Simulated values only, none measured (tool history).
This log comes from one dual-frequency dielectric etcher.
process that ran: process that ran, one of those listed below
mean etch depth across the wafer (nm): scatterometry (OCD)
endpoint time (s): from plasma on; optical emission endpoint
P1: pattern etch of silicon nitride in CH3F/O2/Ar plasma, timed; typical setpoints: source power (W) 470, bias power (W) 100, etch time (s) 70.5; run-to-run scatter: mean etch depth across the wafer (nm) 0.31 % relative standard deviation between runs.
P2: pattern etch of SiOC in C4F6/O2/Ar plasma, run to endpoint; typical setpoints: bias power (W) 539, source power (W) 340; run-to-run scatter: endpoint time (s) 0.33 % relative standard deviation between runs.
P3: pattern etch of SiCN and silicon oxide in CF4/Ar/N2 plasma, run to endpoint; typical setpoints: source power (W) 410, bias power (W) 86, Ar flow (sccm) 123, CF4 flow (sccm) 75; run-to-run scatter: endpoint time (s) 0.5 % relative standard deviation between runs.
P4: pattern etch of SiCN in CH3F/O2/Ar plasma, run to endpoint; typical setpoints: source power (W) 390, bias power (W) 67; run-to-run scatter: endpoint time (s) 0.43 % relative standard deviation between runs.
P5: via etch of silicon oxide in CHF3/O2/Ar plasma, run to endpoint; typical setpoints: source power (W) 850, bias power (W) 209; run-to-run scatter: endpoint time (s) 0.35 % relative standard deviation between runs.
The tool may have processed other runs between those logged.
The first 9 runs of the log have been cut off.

run,hour,process that ran,source power (W),bias power (W),etch time (s),Ar flow (sccm),CF4 flow (sccm),mean etch depth across the wafer (nm),endpoint time (s)
10,42.8,P3,540,86,,123,75,,12.793
11,46,P2,340,539,,,,,10.101
12,51.5,P2,210,539,,,,,11.978
13,56.7,P3,410,86,,93,75,,15.526
14,60.3,P1,470,100,50,,,42.153,
15,64.3,P1,470,100,70.5,,,59.596,
16,68.7,P1,470,59,70.5,,,49.582,
17,74.1,P2,340,539,,,,,10.088
18,77.8,P1,270,100,70.5,,,48.363,
19,83.2,P3,410,86,,123,75,,16.123
20,88.9,P1,590,100,70.5,,,64.595,
21,91.6,P2,340,434,,,,,10.962
22,95.4,P1,470,100,70.5,,,59.345,
# hour 96.1: bias power generator calibrated
23,99.9,P3,410,86,,123,75,,16.287
24,104.9,P1,590,79,70.5,,,59.7,
25,108.5,P4,390,67,,,,,19.909

Estimate the outcome of run 26 from the log above:
26,111.4,P1,470,100,70.5,,,?,

Run 26 yielded mean etch depth across the wafer (nm) 59.521.
